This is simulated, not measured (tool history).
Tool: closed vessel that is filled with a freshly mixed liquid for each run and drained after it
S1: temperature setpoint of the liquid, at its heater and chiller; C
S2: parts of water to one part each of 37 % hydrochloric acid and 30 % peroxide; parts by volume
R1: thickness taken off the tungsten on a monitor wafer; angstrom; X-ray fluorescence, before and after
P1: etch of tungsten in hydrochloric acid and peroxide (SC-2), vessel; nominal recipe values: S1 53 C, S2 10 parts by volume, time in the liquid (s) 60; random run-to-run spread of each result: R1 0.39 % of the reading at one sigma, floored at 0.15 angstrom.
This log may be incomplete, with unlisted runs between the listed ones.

Run 1, day 0.133: S1 53 C, S2 10 parts by volume, time in the liquid (s) 60. Result: R1 83.042 angstrom.
Run 2, day 0.358: S1 53 C, S2 18.5 parts by volume, time in the liquid (s) 60. Result: R1 49.004 angstrom.
Run 3, day 0.567: S1 69 C, S2 18 parts by volume, time in the liquid (s) 60. Result: R1 136.82 angstrom.
Run 4, day 0.808: S1 53 C, S2 10 parts by volume, time in the liquid (s) 30. Result: R1 41.759 angstrom.
Run 5, day 1.038: S1 53 C, S2 10 parts by volume, time in the liquid (s) 60. Result: R1 83.848 angstrom.
Run 6, day 1.246: S1 38.5 C, S2 10 parts by volume, time in the liquid (s) 60. Result: R1 30.775 angstrom.
Run 7, day 1.488: S1 53 C, S2 10 parts by volume, time in the liquid (s) 60. Result: R1 84.194 angstrom.
At day 1.529: thermometer replaced.
Run 8, day 1.662: S1 53 C, S2 10 parts by volume, time in the liquid (s) 60. Result: R1 83.988 angstrom.
Run 9, day 1.838: S1 53 C, S2 10 parts by volume, time in the liquid (s) 60. Result: R1 83.354 angstrom.
Run 10, day 2.021: S1 53 C, S2 10 parts by volume, time in the liquid (s) 60. Result: R1 83.777 angstrom.
Run 11, day 2.225: S1 66.5 C, S2 10 parts by volume, time in the liquid (s) 60. Result: R1 194.87 angstrom.
Run 12, day 2.471: S1 53 C, S2 10 parts by volume, time in the liquid (s) 60. Result: R1 83.941 angstrom.
Run 13, day 2.671: S1 53 C, S2 10 parts by volume, time in the liquid (s) 95. Result: R1 133.04 angstrom.
Run 14, day 2.867: S1 53 C, S2 4 parts by volume, time in the liquid (s) 60. Result: R1 166.78 angstrom.
Run 15, day 3.092: S1 53 C, S2 10 parts by volume, time in the liquid (s) 60. Result: R1 83.81 angstrom.
Run 16, day 3.292: S1 53 C, S2 10 parts by volume, time in the liquid (s) 60. Result: R1 86.55 angstrom.
Run 17, day 3.412: S1 53 C, S2 10 parts by volume, time in the liquid (s) 60. Result: R1 87.45 angstrom.
Run 18, day 3.638: S1 53 C, S2 10 parts by volume, time in the liquid (s) 60. Result: R1 89.323 angstrom.
Run 19, day 3.746: S1 53 C, S2 10 parts by volume, time in the liquid (s) 60. Result: R1 89.065 angstrom.
Run 20, day 3.908: S1 53 C, S2 10 parts by volume, time in the liquid (s) 60. Result: R1 89.758 angstrom.
Run 21, day 4.054: S1 53 C, S2 10 parts by volume, time in the liquid (s) 60. Result: R1 91.032 angstrom.

Predict the results of run 22:
Run 22, day 4.167: S1 53 C, S2 10 parts by volume, time in the liquid (s) 60. Result: R1 ?.

R1: 91.188 angstrom
